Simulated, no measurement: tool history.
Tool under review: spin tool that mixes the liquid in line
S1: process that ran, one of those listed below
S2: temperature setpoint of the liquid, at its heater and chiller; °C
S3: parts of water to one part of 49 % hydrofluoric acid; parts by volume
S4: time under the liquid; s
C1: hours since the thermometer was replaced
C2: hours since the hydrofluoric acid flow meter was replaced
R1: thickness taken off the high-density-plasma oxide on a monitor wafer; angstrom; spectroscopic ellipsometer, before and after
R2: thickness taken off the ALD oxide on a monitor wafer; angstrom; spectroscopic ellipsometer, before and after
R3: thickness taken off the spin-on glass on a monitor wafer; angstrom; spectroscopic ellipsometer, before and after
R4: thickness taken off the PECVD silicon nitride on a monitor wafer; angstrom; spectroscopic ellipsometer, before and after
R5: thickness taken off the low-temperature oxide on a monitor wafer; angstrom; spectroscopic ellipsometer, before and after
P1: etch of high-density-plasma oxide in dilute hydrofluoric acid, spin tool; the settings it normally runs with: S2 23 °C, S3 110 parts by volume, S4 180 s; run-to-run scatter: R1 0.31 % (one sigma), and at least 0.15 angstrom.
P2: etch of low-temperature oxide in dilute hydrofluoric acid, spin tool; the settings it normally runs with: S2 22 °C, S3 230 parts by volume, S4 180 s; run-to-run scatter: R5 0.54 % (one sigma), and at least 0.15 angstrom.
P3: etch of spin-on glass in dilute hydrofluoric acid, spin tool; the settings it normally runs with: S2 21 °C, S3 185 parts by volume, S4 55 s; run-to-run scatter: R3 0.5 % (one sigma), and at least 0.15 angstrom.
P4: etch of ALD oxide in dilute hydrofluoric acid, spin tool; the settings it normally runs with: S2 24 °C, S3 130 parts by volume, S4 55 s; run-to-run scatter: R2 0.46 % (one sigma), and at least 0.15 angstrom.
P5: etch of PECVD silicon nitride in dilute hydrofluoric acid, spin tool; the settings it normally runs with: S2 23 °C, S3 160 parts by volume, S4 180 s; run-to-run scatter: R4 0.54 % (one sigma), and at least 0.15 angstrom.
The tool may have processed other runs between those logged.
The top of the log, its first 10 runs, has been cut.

| run | hour | S1 | S2 | S3 | S4 | C1 | C2 | R1 | R2 | R3 | R4 | R5 |
|---|---|---|---|---|---|---|---|---|---|---|---|---|
| 11 | 57.9 | P2 | 22 | 230 | 180 | 451.6 | 568.8 |  |  |  |  | 168.1 |
| 12 | 61.4 | P1 | 23 | 110 | 180 | 455.1 | 572.3 | 124.02 |  |  |  |  |
| 13 | 68.6 | P3 | 17 | 185 | 55 | 462.3 | 579.5 |  |  | 65.751 |  |  |
| 14 | 75.8 | P5 | 23 | 160 | 15 | 469.5 | 586.7 |  |  |  | 3.7041 |  |
| 15 | 82.9 | P1 | 17 | 110 | 180 | 476.6 | 593.8 | 98.082 |  |  |  |  |
| 16 | 88.1 | P1 | 23 | 25 | 350 | 481.8 | 599 | 1190.7 |  |  |  |  |
| 17 | 94.3 | P1 | 31 | 110 | 180 | 488 | 605.2 | 168.84 |  |  |  |  |
| 18 | 97.5 | P5 | 23 | 160 | 180 | 491.2 | 608.4 |  |  |  | 45.743 |  |
| 19 | 102.9 | P4 | 24 | 130 | 15 | 496.6 | 613.8 |  | 13.735 |  |  |  |
| 20 | 109.7 | P1 | 23 | 160 | 180 | 503.4 | 620.6 | 80.941 |  |  |  |  |
|  | 115.8 | hydrofluoric acid flow meter replaced |
| 21 | 116.6 | P2 | 22 | 385 | 180 | 510.3 | 0.9 |  |  |  |  | 86.954 |
| 22 | 121.8 | P2 | 22 | 230 | 25 | 515.5 | 6.1 |  |  |  |  | 22.775 |
| 23 | 125.8 | P5 | 23 | 160 | 180 | 519.5 | 10.1 |  |  |  | 45.902 |  |
| 24 | 131.3 | P3 | 21 | 185 | 55 | 525 | 15.6 |  |  | 77.97 |  |  |
| 25 | 136.1 | P1 | 23 | 35 | 180 | 529.8 | 20.4 | 428.06 |  |  |  |  |
| 26 | 142.1 | P3 | 21 | 185 | 15 | 535.8 | 26.4 |  |  | 21.35 |  |  |
| 27 | 147.2 | P1 | 29 | 55 | 180 | 540.9 | 31.5 | 338.98 |  |  |  |  |
| 28 | 152.8 | P4 | 24 | 200 | 55 | 546.5 | 37.1 |  | 30.301 |  |  |  |
| 29 | 156.8 | P1 | 23 | 110 | 180 | 550.5 | 41.1 | 124.4 |  |  |  |  |
| 30 | 160.6 | P5 | 28.5 | 160 | 180 | 554.3 | 44.9 |  |  |  | 65.261 |  |
| 31 | 167.5 | P4 | 24 | 130 | 55 | 561.2 | 51.8 |  | 50.405 |  |  |  |
| 32 | 174.2 | P2 | 22 | 230 | 180 | 567.9 | 58.5 |  |  |  |  | 167.47 |

Run 33 is up next; what results do you expect?
| 33 | 180.3 | P1 | 23 | 110 | 180 | 574 | 64.6 | ? |  |  |  |  |

Logged for run 33: R1 125.16 angstrom.

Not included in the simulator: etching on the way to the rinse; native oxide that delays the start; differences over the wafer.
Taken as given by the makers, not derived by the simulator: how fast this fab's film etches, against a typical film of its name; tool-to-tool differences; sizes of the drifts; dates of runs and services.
